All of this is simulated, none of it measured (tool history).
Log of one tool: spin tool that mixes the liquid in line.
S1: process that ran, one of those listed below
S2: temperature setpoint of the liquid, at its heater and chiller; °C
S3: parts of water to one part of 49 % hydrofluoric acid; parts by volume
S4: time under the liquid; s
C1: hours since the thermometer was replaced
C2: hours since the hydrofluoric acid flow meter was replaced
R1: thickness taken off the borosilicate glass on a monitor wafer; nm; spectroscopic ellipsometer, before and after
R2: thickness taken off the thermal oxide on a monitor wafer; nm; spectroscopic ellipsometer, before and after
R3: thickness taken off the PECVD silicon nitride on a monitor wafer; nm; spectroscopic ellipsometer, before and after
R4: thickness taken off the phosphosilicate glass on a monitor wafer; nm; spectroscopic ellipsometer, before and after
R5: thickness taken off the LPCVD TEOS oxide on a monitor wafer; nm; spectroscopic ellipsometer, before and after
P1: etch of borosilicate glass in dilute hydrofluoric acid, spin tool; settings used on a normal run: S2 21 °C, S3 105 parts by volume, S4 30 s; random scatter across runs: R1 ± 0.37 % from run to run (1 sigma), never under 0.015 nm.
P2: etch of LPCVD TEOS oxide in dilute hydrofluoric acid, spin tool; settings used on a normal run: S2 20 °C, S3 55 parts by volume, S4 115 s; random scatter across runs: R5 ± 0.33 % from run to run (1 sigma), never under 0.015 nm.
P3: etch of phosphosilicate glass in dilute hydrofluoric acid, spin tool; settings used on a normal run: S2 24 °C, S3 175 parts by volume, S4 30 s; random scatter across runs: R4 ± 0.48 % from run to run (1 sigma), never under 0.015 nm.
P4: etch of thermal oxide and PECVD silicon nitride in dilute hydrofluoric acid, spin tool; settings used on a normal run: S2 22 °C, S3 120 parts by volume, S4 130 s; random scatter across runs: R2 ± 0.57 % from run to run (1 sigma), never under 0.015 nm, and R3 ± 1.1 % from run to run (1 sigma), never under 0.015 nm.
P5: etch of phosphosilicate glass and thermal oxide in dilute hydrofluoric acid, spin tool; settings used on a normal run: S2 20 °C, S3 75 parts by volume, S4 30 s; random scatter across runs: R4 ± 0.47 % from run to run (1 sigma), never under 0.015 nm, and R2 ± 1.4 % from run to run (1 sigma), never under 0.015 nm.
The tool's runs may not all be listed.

run,hour,S1,S2,S3,S4,C1,C2,R1,R2,R3,R4,R5
1,15.9,P1,21,105,30,1770.9,590.6,8.1652,,,,
2,24.3,P4,22,120,130,1779.3,599,,4.5362,1.9597,,
3,32.9,P3,24,175,60,1787.9,607.6,,,,61.02,
4,45.2,P1,21,105,30,1800.2,619.9,8.1595,,,,
5,60.8,P5,17,75,30,1815.8,635.5,,1.449,,37.854,
6,77.2,P5,20,75,30,1832.2,651.9,,1.6761,,42.816,
7,86.8,P3,24,175,30,1841.8,661.5,,,,30.568,
8,99.6,P2,20,55,115,1854.6,674.3,,,,,60.446
9,113.8,P1,17,105,30,1868.8,688.5,6.9246,,,,
10,129.9,P4,22,25,130,1884.9,704.6,,24.392,8.833,,
11,146.8,P1,21,165,30,1901.8,721.5,4.8917,,,,
12,161.2,P1,21,105,15,1916.2,735.9,4.063,,,,
13,177.7,P1,27.5,105,30,1932.7,752.4,10.597,,,,
14,186.4,P2,17,55,115,1941.4,761.1,,,,,53.452
15,200.9,P1,21,140,15,1955.9,775.6,2.9584,,,,
16,217.1,P2,20,55,185,1972.1,791.8,,,,,97.341
17,228.4,P3,24,175,30,1983.4,803.1,,,,30.29,
18,241.7,P1,17,105,60,1996.7,816.4,13.84,,,,
19,251.4,P5,20,75,15,2006.4,826.1,,0.86272,,21.662,
20,261.9,P4,22,120,15,2016.9,836.6,,0.53257,0.2175,,
21,277.8,P3,18,175,30,2032.8,852.5,,,,24.214,
22,289.9,P1,21,105,30,2044.9,864.6,8.1706,,,,
23,298.9,P4,22,120,130,2053.9,873.6,,4.5168,1.9516,,
24,315,P1,21,30,30,2070,889.7,31.246,,,,
25,324.7,P1,21,105,30,2079.7,899.4,8.1411,,,,
26,334,P3,24,245,30,2089,908.7,,,,20.468,
27,348.6,P2,20,55,115,2103.6,923.3,,,,,60.648
28,358.4,P5,20,135,30,2113.4,933.1,,0.86934,,22.475,
29,374.7,P2,20,105,115,2129.7,949.4,,,,,29.999
30,390.6,P1,21,105,50,2145.6,965.3,13.684,,,,
31,400,P4,28,120,130,2155,974.7,,5.7472,2.8828,,
32,415.1,P1,21,105,30,2170.1,989.8,8.2218,,,,
33,424.6,P1,21,105,30,2179.6,999.3,8.3983,,,,
34,439.6,P1,21,105,30,2194.6,1014.3,8.695,,,,
35,449,P1,21,105,30,2204,1023.7,8.768,,,,
36,460.4,P1,21,105,30,2215.4,1035.1,8.7966,,,,
37,469.4,P1,21,105,30,2224.4,1044.1,8.8722,,,,
38,484.4,P1,21,105,30,2239.4,1059.1,8.9912,,,,
39,492.8,P1,21,105,30,2247.8,1067.5,8.939,,,,
40,504.8,P1,21,105,30,2259.8,1079.5,8.944,,,,
41,514.9,P1,21,105,30,2269.9,1089.6,8.9852,,,,
42,523.8,P1,21,105,30,2278.8,1098.5,8.9915,,,,

What P1 gives has crept off from where it sat before. The 2 causes that follow fit the log equally well, each at the size noted:
A: hydrofluoric acid flow above the setpoint (%) = 8.79
B: liquid hotter than its thermometer reads (K) = 2.35
The process output started creeping at around hour 415.1.

Below are 4 check runs, each averaged over 2 wafers, with their results shown as question marks. Which of them would give clearly different results depending on which cause is behind the drift?
check 1,532.7,P2,20,95,175,,,,,,,?
check 2,532.7,P4,22,80,130,,,,?,?,,
check 3,532.7,P3,18,175,30,,,,,,?,
check 4,532.7,P5,20,115,15,,,,?,,?,

If the cause were each of the candidates in turn, the checks would give the following:
check,result,if A,if B
check 1,R5,56.059,56.218
check 2,R2,7.7963,7.8207
check 2,R3,3.1182,3.3603
check 3,R4,26.682,26.547
check 4,R2,0.56617,0.56624
check 4,R4,14.76,14.762
Minimum pairwise separation of causes per check, each pair taken at its best-separating result: check 1 0.28 %; check 2 7.48 %; check 3 0.51 %; check 4 0.01 %
Check 2 tells the causes apart: in the others they would give nearly the same result.

After running check 2, the following was obtained: R2 7.8957 nm; R3 3.3904 nm. Which cause does this point to?

B is the cause: liquid hotter than its thermometer reads (K).

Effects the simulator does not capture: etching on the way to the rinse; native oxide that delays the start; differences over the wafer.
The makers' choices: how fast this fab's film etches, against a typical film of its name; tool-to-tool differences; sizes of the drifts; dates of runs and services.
